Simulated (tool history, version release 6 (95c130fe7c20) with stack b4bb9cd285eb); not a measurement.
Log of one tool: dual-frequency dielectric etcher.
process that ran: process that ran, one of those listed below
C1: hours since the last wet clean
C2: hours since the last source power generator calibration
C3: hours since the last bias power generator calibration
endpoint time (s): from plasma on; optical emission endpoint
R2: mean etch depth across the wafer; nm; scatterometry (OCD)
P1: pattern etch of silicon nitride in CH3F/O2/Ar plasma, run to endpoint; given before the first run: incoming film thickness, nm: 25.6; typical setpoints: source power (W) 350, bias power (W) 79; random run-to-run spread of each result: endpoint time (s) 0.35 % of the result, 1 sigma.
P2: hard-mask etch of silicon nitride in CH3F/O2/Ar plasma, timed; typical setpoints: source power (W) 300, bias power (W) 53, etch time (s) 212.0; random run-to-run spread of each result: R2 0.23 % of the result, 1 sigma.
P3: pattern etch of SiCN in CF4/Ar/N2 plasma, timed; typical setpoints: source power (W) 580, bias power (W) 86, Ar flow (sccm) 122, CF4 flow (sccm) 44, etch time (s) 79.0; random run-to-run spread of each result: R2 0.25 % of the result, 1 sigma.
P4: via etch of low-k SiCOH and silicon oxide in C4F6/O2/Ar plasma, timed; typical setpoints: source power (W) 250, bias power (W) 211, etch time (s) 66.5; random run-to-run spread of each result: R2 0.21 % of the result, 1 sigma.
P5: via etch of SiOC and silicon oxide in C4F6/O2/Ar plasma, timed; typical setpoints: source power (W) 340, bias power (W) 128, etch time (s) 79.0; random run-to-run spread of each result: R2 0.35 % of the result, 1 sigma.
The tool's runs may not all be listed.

run 1 day=0.292 | process_that_ran=P1 source_power_(W)=350 bias_power_(W)=79 | C1=323.6 C2=869.4 C3=2109.0 | endpoint_time_(s)=37.096
run 2 day=0.550 | process_that_ran=P1 source_power_(W)=460 bias_power_(W)=79 | C1=329.8 C2=875.6 C3=2115.2 | endpoint_time_(s)=33.375
run 3 day=0.696 | process_that_ran=P5 source_power_(W)=340 bias_power_(W)=128 etch_time_(s)=79.0 | C1=333.3 C2=879.1 C3=2118.7 | R2=73.926
run 4 day=1.004 | process_that_ran=P4 source_power_(W)=310 bias_power_(W)=211 etch_time_(s)=66.5 | C1=340.7 C2=886.5 C3=2126.1 | R2=166.430
run 5 day=1.183 | process_that_ran=P1 source_power_(W)=350 bias_power_(W)=79 | C1=345.0 C2=890.8 C3=2130.4 | endpoint_time_(s)=37.243
run 6 day=1.338 | process_that_ran=P3 source_power_(W)=580 bias_power_(W)=86 etch_time_(s)=100.5 Ar_flow_(sccm)=122 CF4_flow_(sccm)=44 | C1=348.7 C2=894.5 C3=2134.1 | R2=102.230
run 7 day=1.575 | process_that_ran=P2 source_power_(W)=300 bias_power_(W)=53 etch_time_(s)=212.0 | C1=354.4 C2=900.2 C3=2139.8 | R2=116.740
run 8 day=1.812 | process_that_ran=P1 source_power_(W)=350 bias_power_(W)=79 | C1=360.1 C2=905.9 C3=2145.5 | endpoint_time_(s)=36.952
run 9 day=2.075 | process_that_ran=P4 source_power_(W)=250 bias_power_(W)=171 etch_time_(s)=66.5 | C1=366.4 C2=912.2 C3=2151.8 | R2=142.820
run 10 day=2.296 | process_that_ran=P3 source_power_(W)=580 bias_power_(W)=86 etch_time_(s)=79.0 Ar_flow_(sccm)=146 CF4_flow_(sccm)=44 | C1=371.7 C2=917.5 C3=2157.1 | R2=77.942
run 11 day=2.442 | process_that_ran=P1 source_power_(W)=350 bias_power_(W)=79 | C1=375.2 C2=921.0 C3=2160.6 | endpoint_time_(s)=37.175
run 12 day=2.738 | process_that_ran=P1 source_power_(W)=350 bias_power_(W)=79 | C1=382.3 C2=928.1 C3=2167.7 | endpoint_time_(s)=37.018
run 13 day=3.038 | process_that_ran=P2 source_power_(W)=300 bias_power_(W)=53 etch_time_(s)=212.0 | C1=389.5 C2=935.3 C3=2174.9 | R2=116.460
run 14 day=3.288 | process_that_ran=P1 source_power_(W)=270 bias_power_(W)=79 | C1=395.5 C2=941.3 C3=2180.9 | endpoint_time_(s)=40.962
run 15 day=3.533 | process_that_ran=P4 source_power_(W)=250 bias_power_(W)=211 etch_time_(s)=66.5 | C1=401.4 C2=947.2 C3=2186.8 | R2=153.160
run 16 day=3.821 | process_that_ran=P4 source_power_(W)=250 bias_power_(W)=211 etch_time_(s)=36.5 | C1=408.3 C2=954.1 C3=2193.7 | R2=84.317
run 17 day=3.979 | process_that_ran=P5 source_power_(W)=450 bias_power_(W)=128 etch_time_(s)=79.0 | C1=412.1 C2=957.9 C3=2197.5 | R2=83.013
-- day=4.088 source power generator calibrated
run 18 day=4.196 | process_that_ran=P1 source_power_(W)=440 bias_power_(W)=64 | C1=417.3 C2=2.6 C3=2202.7 | endpoint_time_(s)=36.515
run 19 day=4.367 | process_that_ran=P3 source_power_(W)=580 bias_power_(W)=57 etch_time_(s)=79.0 Ar_flow_(sccm)=122 CF4_flow_(sccm)=44 | C1=421.4 C2=6.7 C3=2206.8 | R2=68.732
run 20 day=4.521 | process_that_ran=P1 source_power_(W)=410 bias_power_(W)=97 | C1=425.1 C2=10.4 C3=2210.5 | endpoint_time_(s)=32.577
run 21 day=4.808 | process_that_ran=P3 source_power_(W)=700 bias_power_(W)=86 etch_time_(s)=79.0 Ar_flow_(sccm)=122 CF4_flow_(sccm)=44 | C1=432.0 C2=17.3 C3=2217.4 | R2=94.447
run 22 day=4.958 | process_that_ran=P3 source_power_(W)=580 bias_power_(W)=86 etch_time_(s)=79.0 Ar_flow_(sccm)=122 CF4_flow_(sccm)=44 | C1=435.6 C2=20.9 C3=2221.0 | R2=80.152
run 23 day=5.200 | process_that_ran=P4 source_power_(W)=250 bias_power_(W)=211 etch_time_(s)=66.5 | C1=441.4 C2=26.7 C3=2226.8 | R2=153.150
run 24 day=5.433 | process_that_ran=P2 source_power_(W)=390 bias_power_(W)=53 etch_time_(s)=212.0 | C1=447.0 C2=32.3 C3=2232.4 | R2=128.700
run 25 day=5.638 | process_that_ran=P2 source_power_(W)=300 bias_power_(W)=33 etch_time_(s)=212.0 | C1=451.9 C2=37.2 C3=2237.3 | R2=100.470
run 26 day=5.921 | process_that_ran=P1 source_power_(W)=350 bias_power_(W)=101 | C1=458.7 C2=44.0 C3=2244.1 | endpoint_time_(s)=34.105
run 27 day=6.104 | process_that_ran=P5 source_power_(W)=340 bias_power_(W)=128 etch_time_(s)=110.0 | C1=463.1 C2=48.4 C3=2248.5 | R2=103.090
run 28 day=6.321 | process_that_ran=P3 source_power_(W)=580 bias_power_(W)=86 etch_time_(s)=79.0 Ar_flow_(sccm)=122 CF4_flow_(sccm)=62 | C1=468.3 C2=53.6 C3=2253.7 | R2=84.313
run 29 day=6.554 | process_that_ran=P1 source_power_(W)=430 bias_power_(W)=103 | C1=473.9 C2=59.2 C3=2259.3 | endpoint_time_(s)=31.242
run 30 day=6.842 | process_that_ran=P1 source_power_(W)=350 bias_power_(W)=79 | C1=480.8 C2=66.1 C3=2266.2 | endpoint_time_(s)=37.059
run 31 day=6.992 | process_that_ran=P1 source_power_(W)=350 bias_power_(W)=63 | C1=484.4 C2=69.7 C3=2269.8 | endpoint_time_(s)=40.249
run 32 day=7.262 | process_that_ran=P5 source_power_(W)=340 bias_power_(W)=172 etch_time_(s)=79.0 | C1=490.9 C2=76.2 C3=2276.3 | R2=81.029
run 33 day=7.429 | process_that_ran=P2 source_power_(W)=300 bias_power_(W)=53 etch_time_(s)=308.5 | C1=494.9 C2=80.2 C3=2280.3 | R2=169.350
run 34 day=7.575 | process_that_ran=P1 source_power_(W)=350 bias_power_(W)=79 | C1=498.4 C2=83.7 C3=2283.8 | endpoint_time_(s)=37.122
run 35 day=7.833 | process_that_ran=P1 source_power_(W)=350 bias_power_(W)=79 | C1=504.6 C2=89.9 C3=2290.0 | endpoint_time_(s)=37.402
run 36 day=8.079 | process_that_ran=P1 source_power_(W)=350 bias_power_(W)=79 | C1=510.5 C2=95.8 C3=2295.9 | endpoint_time_(s)=37.347
run 37 day=8.358 | process_that_ran=P1 source_power_(W)=350 bias_power_(W)=79 | C1=517.2 C2=102.5 C3=2302.6 | endpoint_time_(s)=37.680
run 38 day=8.542 | process_that_ran=P1 source_power_(W)=350 bias_power_(W)=79 | C1=521.6 C2=106.9 C3=2307.0 | endpoint_time_(s)=37.737
run 39 day=8.842 | process_that_ran=P1 source_power_(W)=350 bias_power_(W)=79 | C1=528.8 C2=114.1 C3=2314.2 | endpoint_time_(s)=37.668
run 40 day=9.075 | process_that_ran=P1 source_power_(W)=350 bias_power_(W)=79 | C1=534.4 C2=119.7 C3=2319.8 | endpoint_time_(s)=37.818
-- day=9.104 wet clean of the chamber
run 41 day=9.367 | process_that_ran=P1 source_power_(W)=350 bias_power_(W)=79 | C1=6.4 C2=126.7 C3=2326.8 | endpoint_time_(s)=37.865
run 42 day=9.542 | process_that_ran=P1 source_power_(W)=350 bias_power_(W)=79 | C1=10.6 C2=130.9 C3=2331.0 | endpoint_time_(s)=37.738
run 43 day=9.758 | process_that_ran=P1 source_power_(W)=350 bias_power_(W)=79 | C1=15.8 C2=136.1 C3=2336.2 | endpoint_time_(s)=37.790

P1 no longer gives what it gave before; its output has crept away from where it was. The following 2 causes, each at its listed size, fit the log equally well:
A: bias power that arrives under what is set, % = 4.84
B: source power that arrives under what is set, % = 4.53
The drift started at roughly day 7.575.
Why every other cause is out:
chamber walls in a state that lowers the etch rate, %: maintenance at day 9.104, after the shift began, did not return the process to its former output

The check runs listed below each take one wafer, and their results are still question marks. Under which run would the listed causes lead to clearly different results?
run check 1 day=9.975 | process_that_ran=P2 source_power_(W)=300 bias_power_(W)=53 etch_time_(s)=212.0 | R2=?
run check 2 day=9.975 | process_that_ran=P3 source_power_(W)=580 bias_power_(W)=86 etch_time_(s)=79.0 Ar_flow_(sccm)=122 CF4_flow_(sccm)=44 | R2=?
run check 3 day=9.975 | process_that_ran=P5 source_power_(W)=340 bias_power_(W)=128 etch_time_(s)=79.0 | R2=?
run check 4 day=9.975 | process_that_ran=P4 source_power_(W)=250 bias_power_(W)=211 etch_time_(s)=66.5 | R2=?

What every check run would give for each of its results, assuming each possible cause in turn:
check=check_1 result=R2 if_A=114.530 if_B=114.330
check=check_2 result=R2 if_A=78.748 if_B=77.138
check=check_3 result=R2 if_A=72.873 if_B=72.628
check=check_4 result=R2 if_A=150.930 if_B=150.770
Smallest distance between any two causes, each pair judged by its most separating result, in per cent: check 1 0.17 %; check 2 2.07 %; check 3 0.34 %; check 4 0.11 %
The causes can be told apart only by check 2. The other checks would give nearly the same results under each of them.

Check 2 has now been run. It gave: R2 76.698 nm. Which of the candidate causes is it?

Of the candidate causes, it is B: source power that arrives under what is set, %.

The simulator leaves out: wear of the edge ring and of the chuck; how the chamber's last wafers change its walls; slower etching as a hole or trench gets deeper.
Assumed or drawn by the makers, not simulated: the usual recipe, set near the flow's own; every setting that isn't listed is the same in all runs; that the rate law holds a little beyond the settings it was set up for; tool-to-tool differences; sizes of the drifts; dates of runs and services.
